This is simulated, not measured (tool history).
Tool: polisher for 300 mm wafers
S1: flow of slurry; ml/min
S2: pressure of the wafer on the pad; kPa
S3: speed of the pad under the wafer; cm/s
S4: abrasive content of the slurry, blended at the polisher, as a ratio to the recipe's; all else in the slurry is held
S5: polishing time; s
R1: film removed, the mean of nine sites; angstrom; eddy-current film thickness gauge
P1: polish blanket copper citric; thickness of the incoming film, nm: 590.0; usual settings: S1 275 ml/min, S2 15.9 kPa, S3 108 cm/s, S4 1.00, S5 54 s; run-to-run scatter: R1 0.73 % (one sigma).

{"run": 1, "day": 0.35, "S1": 275, "S2": 15.9, "S3": 108, "S4": 1.0, "S5": 54, "R1": 829.2}
{"run": 2, "day": 0.692, "S1": 165, "S2": 15.9, "S3": 108, "S4": 1.0, "S5": 54, "R1": 774.04}
{"run": 3, "day": 1.275, "S1": 275, "S2": 15.9, "S3": 108, "S4": 1.0, "S5": 82, "R1": 1243.4}
{"run": 4, "day": 1.588, "S1": 275, "S2": 15.9, "S3": 156, "S4": 1.0, "S5": 54, "R1": 1176.1}
{"run": 5, "day": 2.1, "S1": 275, "S2": 15.9, "S3": 76, "S4": 1.0, "S5": 54, "R1": 584.2}
{"run": 6, "day": 2.588, "S1": 275, "S2": 9.7, "S3": 108, "S4": 1.0, "S5": 54, "R1": 507.27}
{"run": 7, "day": 3.029, "S1": 275, "S2": 15.9, "S3": 108, "S4": 1.0, "S5": 24, "R1": 360.22}
{"run": 8, "day": 3.492, "S1": 275, "S2": 15.9, "S3": 108, "S4": 1.0, "S5": 54, "R1": 822.98}
{"run": 9, "day": 3.842, "S1": 275, "S2": 15.9, "S3": 108, "S4": 1.25, "S5": 54, "R1": 865.13}
{"run": 10, "day": 4.296, "S1": 275, "S2": 11.0, "S3": 108, "S4": 1.0, "S5": 41, "R1": 441.46}
{"run": 11, "day": 4.996, "S1": 380, "S2": 15.9, "S3": 108, "S4": 1.0, "S5": 54, "R1": 850.57}
{"run": 12, "day": 5.704, "S1": 390, "S2": 24.1, "S3": 108, "S4": 1.0, "S5": 54, "R1": 1280.2}
{"run": 13, "day": 6.129, "S1": 275, "S2": 22.1, "S3": 108, "S4": 1.0, "S5": 54, "R1": 1134.5}
{"run": 14, "day": 6.754, "S1": 275, "S2": 15.9, "S3": 108, "S4": 0.55, "S5": 54, "R1": 726.04}
{"run": 15, "day": 7.267, "S1": 275, "S2": 15.9, "S3": 108, "S4": 1.0, "S5": 54, "R1": 817.42}

Forecast run 16:
{"day": 7.375, "done": "worn pad replaced by a new one"}
{"day": 7.575, "done": "slurry blender recalibrated"}
{"run": 16, "day": 7.662, "S1": 275, "S2": 15.9, "S3": 108, "S4": 1.0, "S5": 54, "R1": "?"}

R1: 817.87 angstrom
